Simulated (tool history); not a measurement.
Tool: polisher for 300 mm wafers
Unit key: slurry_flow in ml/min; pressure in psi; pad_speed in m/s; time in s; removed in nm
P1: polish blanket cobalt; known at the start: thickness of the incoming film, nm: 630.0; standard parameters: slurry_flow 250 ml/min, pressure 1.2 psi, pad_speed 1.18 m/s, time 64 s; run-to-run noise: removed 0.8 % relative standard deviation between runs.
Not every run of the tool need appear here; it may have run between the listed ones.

| run | hour | slurry_flow | pressure | pad_speed | time | wafers polished on this pad | hours since the slurry nozzle was cleaned | hours since the head pressure was calibrated | removed |
|---|---|---|---|---|---|---|---|---|---|
| 1 | 11.9 | 250 | 1.2 | 1.18 | 64 | 206 | 358.3 | 763.8 | 230.05 |
| 2 | 26.5 | 250 | 0.6 | 1.5 | 64 | 335 | 372.9 | 778.4 | 146.16 |
| 3 | 38.4 | 250 | 1.2 | 1.18 | 64 | 440 | 384.8 | 790.3 | 229.96 |
| 4 | 48.1 | 250 | 1.2 | 1.18 | 30 | 525 | 394.5 | 800 | 107.48 |
| 5 | 55 | 250 | 1.2 | 1.18 | 64 | 586 | 401.4 | 806.9 | 230.17 |
| 6 | 64.3 | 250 | 0.5 | 1.18 | 64 | 668 | 410.7 | 816.2 | 95.753 |
| 7 | 75.2 | 250 | 1.2 | 0.86 | 48 | 764 | 421.6 | 827.1 | 126.38 |
| 8 | 82.1 | 250 | 1.2 | 1.76 | 64 | 825 | 428.5 | 834 | 341.95 |
| 9 | 94.7 | 250 | 1.2 | 1.18 | 91 | 936 | 441.1 | 846.6 | 326.36 |
|  | 95.5 | slurry nozzle cleaned |
| 10 | 102.5 | 250 | 1.2 | 1.18 | 64 | 1005 | 7.1 | 854.4 | 233.21 |
| 11 | 109.6 | 355 | 1.2 | 1.18 | 64 | 1068 | 14.2 | 861.5 | 236.25 |
| 12 | 123.2 | 250 | 1.2 | 1.18 | 64 | 1188 | 27.8 | 875.1 | 228.94 |
| 13 | 135.5 | 150 | 1.2 | 1.18 | 64 | 1297 | 40.1 | 887.4 | 213.09 |
| 14 | 147.6 | 250 | 1.2 | 0.6 | 64 | 1403 | 52.2 | 899.5 | 117.3 |
| 15 | 156.2 | 250 | 0.7 | 1.18 | 90 | 1479 | 60.8 | 908.1 | 192.28 |
| 16 | 163.6 | 250 | 1.8 | 1.18 | 64 | 1545 | 68.2 | 915.5 | 345.78 |
| 17 | 177.6 | 250 | 1.2 | 1.18 | 64 | 1668 | 82.2 | 929.5 | 227.38 |
| 18 | 188.1 | 250 | 1.2 | 1.18 | 64 | 1761 | 92.7 | 940 | 223.9 |
| 19 | 202.7 | 250 | 1.2 | 1.18 | 64 | 1890 | 107.3 | 954.6 | 221.72 |
| 20 | 212.9 | 250 | 1.2 | 1.18 | 64 | 1980 | 117.5 | 964.8 | 219.74 |
| 21 | 223.9 | 250 | 1.2 | 1.18 | 64 | 2077 | 128.5 | 975.8 | 216.1 |
|  | 224.9 | worn pad replaced by a new one |
| 22 | 235.1 | 250 | 1.2 | 1.18 | 64 | 90 | 139.7 | 987 | 218.65 |
| 23 | 246.2 | 250 | 1.2 | 1.18 | 64 | 188 | 150.8 | 998.1 | 218.32 |

Run 24 is up next; what results do you expect?
| 24 | 261.3 | 250 | 1.2 | 1.18 | 64 | 322 | 165.9 | 1013.2 | ? |

Run 24 produced removed 217.66 nm.
